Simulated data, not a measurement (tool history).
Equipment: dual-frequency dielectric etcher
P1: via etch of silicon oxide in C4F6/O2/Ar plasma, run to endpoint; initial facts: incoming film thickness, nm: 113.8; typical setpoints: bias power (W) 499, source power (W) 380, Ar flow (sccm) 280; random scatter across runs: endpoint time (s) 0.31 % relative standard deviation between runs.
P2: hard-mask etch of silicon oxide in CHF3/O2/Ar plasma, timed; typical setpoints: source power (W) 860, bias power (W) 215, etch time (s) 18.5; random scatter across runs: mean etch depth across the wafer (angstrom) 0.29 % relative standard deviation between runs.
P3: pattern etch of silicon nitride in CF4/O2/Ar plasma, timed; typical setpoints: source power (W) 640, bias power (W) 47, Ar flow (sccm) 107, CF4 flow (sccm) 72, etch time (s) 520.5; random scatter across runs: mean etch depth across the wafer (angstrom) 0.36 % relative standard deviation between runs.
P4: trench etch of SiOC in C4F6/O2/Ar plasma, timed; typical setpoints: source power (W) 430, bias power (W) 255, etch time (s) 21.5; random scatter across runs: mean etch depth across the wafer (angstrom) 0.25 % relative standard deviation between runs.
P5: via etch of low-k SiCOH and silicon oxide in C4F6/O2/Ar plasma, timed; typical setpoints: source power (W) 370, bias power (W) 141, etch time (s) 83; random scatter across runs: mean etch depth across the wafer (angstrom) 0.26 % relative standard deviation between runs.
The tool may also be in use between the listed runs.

run,hour,process that ran,bias power (W),source power (W),Ar flow (sccm),etch time (s),CF4 flow (sccm),endpoint time (s),mean etch depth across the wafer (angstrom)
1,10,P1,499,380,280,,,26.26,
2,22.5,P5,141,370,,83,,,2092
3,30.9,P1,499,380,163,,,24.677,
4,45.4,P1,381,380,280,,,28.823,
5,62.2,P1,499,380,280,,,26.296,
6,79.1,P2,215,860,,24.5,,,575.73
7,94.3,P1,599,380,280,,,24.454,
8,105.1,P1,499,380,388,,,27.025,
9,113.8,P5,88,370,,83,,,1844
10,122.2,P4,255,430,,12.5,,,294.85
11,132.2,P1,499,380,280,,,26.176,
12,145.3,P3,27,640,107,520.5,72,,9256.6
13,157.1,P1,499,380,280,,,26.124,
14,170.2,P1,363,380,170,,,27.818,
15,179.9,P4,156,430,,21.5,,,433.85
16,192.1,P3,47,640,107,322,72,,6913.7
17,202.3,P2,130,860,,18.5,,,370.98
18,216,P5,141,370,,112.5,,,2856.3
19,230.9,P4,255,600,,21.5,,,579.59
20,238.4,P3,47,640,107,520.5,72,,11168
21,255.1,P2,215,860,,18.5,,,435.94
22,270.7,P1,499,500,280,,,23.699,
23,280,P2,215,1230,,18.5,,,500.18
24,288.1,P5,141,370,,83,,,2093.5

Run 25, settings as shown, results not yet in. Your forecast:
25,295.5,P5,141,480,,83,,,?

{"run 25": {"mean etch depth across the wafer (angstrom)": 2332.8}}
